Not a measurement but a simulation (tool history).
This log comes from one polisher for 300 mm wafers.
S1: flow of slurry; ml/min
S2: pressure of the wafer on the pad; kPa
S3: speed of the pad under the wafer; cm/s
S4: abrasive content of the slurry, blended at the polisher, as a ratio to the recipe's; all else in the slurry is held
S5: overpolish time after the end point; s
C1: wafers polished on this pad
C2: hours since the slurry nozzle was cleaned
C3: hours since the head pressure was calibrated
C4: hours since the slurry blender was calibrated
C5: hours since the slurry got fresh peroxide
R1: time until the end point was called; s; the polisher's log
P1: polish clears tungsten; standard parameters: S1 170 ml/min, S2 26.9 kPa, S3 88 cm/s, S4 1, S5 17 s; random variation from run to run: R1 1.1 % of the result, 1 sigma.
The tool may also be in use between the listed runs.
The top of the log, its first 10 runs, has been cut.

| run | hour | S1 | S2 | S3 | S4 | S5 | C1 | C2 | C3 | C4 | C5 | R1 |
|---|---|---|---|---|---|---|---|---|---|---|---|---|
|  | 40.8 | slurry tank refilled with fresh slurry and peroxide |
| 11 | 41.1 | 170 | 12.4 | 116 | 1 | 17 | 421 | 7.6 | 611.3 | 65.5 | 0.3 | 146.01 |
| 12 | 44.3 | 170 | 42.1 | 88 | 1 | 17 | 439 | 10.8 | 614.5 | 68.7 | 3.5 | 57.187 |
| 13 | 48.8 | 170 | 26.9 | 88 | 1.35 | 17 | 464 | 15.3 | 619 | 73.2 | 8 | 86.143 |
| 14 | 53.9 | 240 | 26.9 | 88 | 1 | 17 | 493 | 20.4 | 624.1 | 78.3 | 13.1 | 86.397 |
| 15 | 57.6 | 170 | 26.9 | 124 | 1 | 17 | 513 | 24.1 | 627.8 | 82 | 16.8 | 63.297 |
| 16 | 60.9 | 170 | 26.9 | 88 | 1 | 17 | 532 | 27.4 | 631.1 | 85.3 | 20.1 | 89.38 |
| 17 | 64.1 | 170 | 26.9 | 40 | 1 | 17 | 550 | 30.6 | 634.3 | 88.5 | 23.3 | 197.89 |
|  | 68.7 | slurry blender recalibrated |
| 18 | 69.3 | 170 | 26.9 | 88 | 1 | 24 | 579 | 35.8 | 639.5 | 0.7 | 28.5 | 91.491 |
| 19 | 74.6 | 170 | 26.9 | 88 | 1 | 17 | 609 | 41.1 | 644.8 | 6 | 33.8 | 90.742 |
| 20 | 77 | 170 | 26.9 | 88 | 1 | 17 | 623 | 43.5 | 647.2 | 8.4 | 36.2 | 90.272 |
| 21 | 80.4 | 170 | 26.9 | 88 | 1 | 17 | 642 | 46.9 | 650.6 | 11.8 | 39.6 | 92.409 |
| 22 | 83.7 | 170 | 26.9 | 88 | 1 | 17 | 660 | 50.2 | 653.9 | 15.1 | 42.9 | 93.186 |
| 23 | 87 | 170 | 26.9 | 88 | 1 | 17 | 679 | 53.5 | 657.2 | 18.4 | 46.2 | 95.413 |
| 24 | 91.1 | 170 | 26.9 | 88 | 1 | 17 | 702 | 57.6 | 661.3 | 22.5 | 50.3 | 95.391 |
| 25 | 95.4 | 170 | 26.9 | 88 | 1 | 17 | 726 | 61.9 | 665.6 | 26.8 | 54.6 | 95.431 |
|  | 97.6 | slurry blender recalibrated |
| 26 | 98.8 | 170 | 26.9 | 88 | 1 | 17 | 745 | 65.3 | 669 | 1.3 | 58 | 95.258 |
|  | 99.1 | slurry tank refilled with fresh slurry and peroxide |
| 27 | 101.3 | 170 | 26.9 | 88 | 1 | 17 | 759 | 67.8 | 671.5 | 3.8 | 2.3 | 95.609 |
|  | 101.5 | head pressure recalibrated |
| 28 | 106.6 | 170 | 26.9 | 88 | 1 | 17 | 789 | 73.1 | 5.1 | 9.1 | 7.6 | 98.806 |
| 29 | 109 | 170 | 26.9 | 88 | 1 | 17 | 803 | 75.5 | 7.5 | 11.5 | 10 | 96.383 |

Forecast run 30:
| 30 | 112.9 | 170 | 26.9 | 88 | 1 | 17 | 825 | 79.4 | 11.4 | 15.4 | 13.9 | ? |

For run 30 the tool returned R1 95.682 s.
